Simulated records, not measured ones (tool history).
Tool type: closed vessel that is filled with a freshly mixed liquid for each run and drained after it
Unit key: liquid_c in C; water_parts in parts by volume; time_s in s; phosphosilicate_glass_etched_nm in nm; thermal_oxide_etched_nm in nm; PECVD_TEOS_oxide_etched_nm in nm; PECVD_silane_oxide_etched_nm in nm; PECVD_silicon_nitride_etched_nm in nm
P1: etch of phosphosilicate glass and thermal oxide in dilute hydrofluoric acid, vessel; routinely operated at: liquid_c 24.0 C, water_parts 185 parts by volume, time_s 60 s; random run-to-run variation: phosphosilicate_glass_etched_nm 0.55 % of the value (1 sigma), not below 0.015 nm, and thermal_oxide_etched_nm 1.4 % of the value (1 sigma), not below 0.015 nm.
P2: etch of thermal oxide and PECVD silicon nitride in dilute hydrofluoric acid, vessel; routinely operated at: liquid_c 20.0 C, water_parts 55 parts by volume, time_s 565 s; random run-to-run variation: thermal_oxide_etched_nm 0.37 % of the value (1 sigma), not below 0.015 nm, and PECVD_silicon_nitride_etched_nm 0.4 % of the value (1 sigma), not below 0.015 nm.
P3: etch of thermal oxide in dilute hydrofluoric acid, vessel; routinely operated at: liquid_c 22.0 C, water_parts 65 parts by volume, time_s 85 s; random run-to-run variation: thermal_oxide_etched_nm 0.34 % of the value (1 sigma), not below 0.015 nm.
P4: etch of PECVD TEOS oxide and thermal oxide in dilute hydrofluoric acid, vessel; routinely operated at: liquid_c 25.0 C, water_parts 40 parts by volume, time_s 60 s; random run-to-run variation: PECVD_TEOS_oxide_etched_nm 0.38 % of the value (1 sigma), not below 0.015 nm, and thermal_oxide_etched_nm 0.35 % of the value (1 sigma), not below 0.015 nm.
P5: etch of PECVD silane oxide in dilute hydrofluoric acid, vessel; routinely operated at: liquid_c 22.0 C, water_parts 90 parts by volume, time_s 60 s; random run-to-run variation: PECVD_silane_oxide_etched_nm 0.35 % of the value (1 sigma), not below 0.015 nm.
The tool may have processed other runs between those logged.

run	day	process	liquid_c	water_parts	time_s	hours since the thermometer was replaced	hours since the hydrofluoric acid flow meter was replaced	phosphosilicate_glass_etched_nm	thermal_oxide_etched_nm	PECVD_TEOS_oxide_etched_nm	PECVD_silane_oxide_etched_nm	PECVD_silicon_nitride_etched_nm
1	0.154	P1	24.0	185	60	332.6	486.7	17.7030	1.42460			
2	0.421	P1	18.5	185	100	339.0	493.1	23.9680	1.98530			
3	0.775	P1	24.0	285	60	347.5	501.6	10.3820	0.81598			
4	1.079	P4	25.0	40	60	354.8	508.9		8.10930	32.315		
5	1.342	P4	31.5	40	60	361.1	515.2		10.47000	42.382		
6	1.642	P1	24.0	185	60	368.3	522.4	17.8380	1.41690			
7	1.888	P5	22.0	150	60	374.2	528.3				10.163	
8	2.104	P2	28.0	55	565	379.4	533.5		56.63600			44.990
9	2.429	P3	22.0	65	30	387.2	541.3		2.20320			
10	2.654	P2	20.0	55	890	392.6	546.7		63.96600			41.264
11	3.004	P1	24.0	185	60	401.0	555.1	17.7630	1.35750			
12	3.317	P2	20.0	80	565	408.5	562.6		27.16200			18.229
13	3.567	P4	25.0	40	115	414.5	568.6		15.40000	61.854		
14	3.771	P1	17.0	185	60	419.4	573.5	13.4920	1.09450			
15	4.108	P1	24.0	185	110	427.5	581.6	32.8090	2.62860			
16	4.350	P1	24.0	185	60	433.3	587.4	17.9170	1.45670			
17	4.638	P5	29.5	90	60	440.2	594.3				24.319	
18	4.892	P1	31.5	185	60	446.3	600.4	23.0970	1.82590			
19	5.158	P3	29.5	65	85	452.7	606.8		8.52280			
20	5.425	P5	22.0	90	60	459.1	613.2				18.060	
21	5.683	P3	22.0	105	85	465.3	619.4		3.73660			
22	5.862	P1	24.0	85	60	469.6	623.7	43.4970	3.45990			
23	6.196	P2	20.0	55	565	477.6	631.7		40.84800			26.121
24	6.483	P5	22.0	90	100	484.5	638.6				30.307	
25	6.771	P2	20.0	55	565	491.4	645.5		40.95400			26.315
26	7.000	P1	24.0	185	60	496.9	651.0	17.8320	1.42770			
27	7.317	P4	25.0	75	60	504.5	658.6		4.10000	16.456		
28	7.625	P1	24.0	185	30	511.9	666.0	8.8926	0.74185			
29	7.971	P1	24.0	185	60	520.2	674.3	17.6770	1.42290			
30	8.225	P3	22.0	65	85	526.3	680.4		6.29150			

Forecast run 31:
31	8.467	P1	24.0	185	60	532.1	686.2	?	?			

phosphosilicate_glass_etched_nm: 17.7830 nm
thermal_oxide_etched_nm: 1.43720 nm
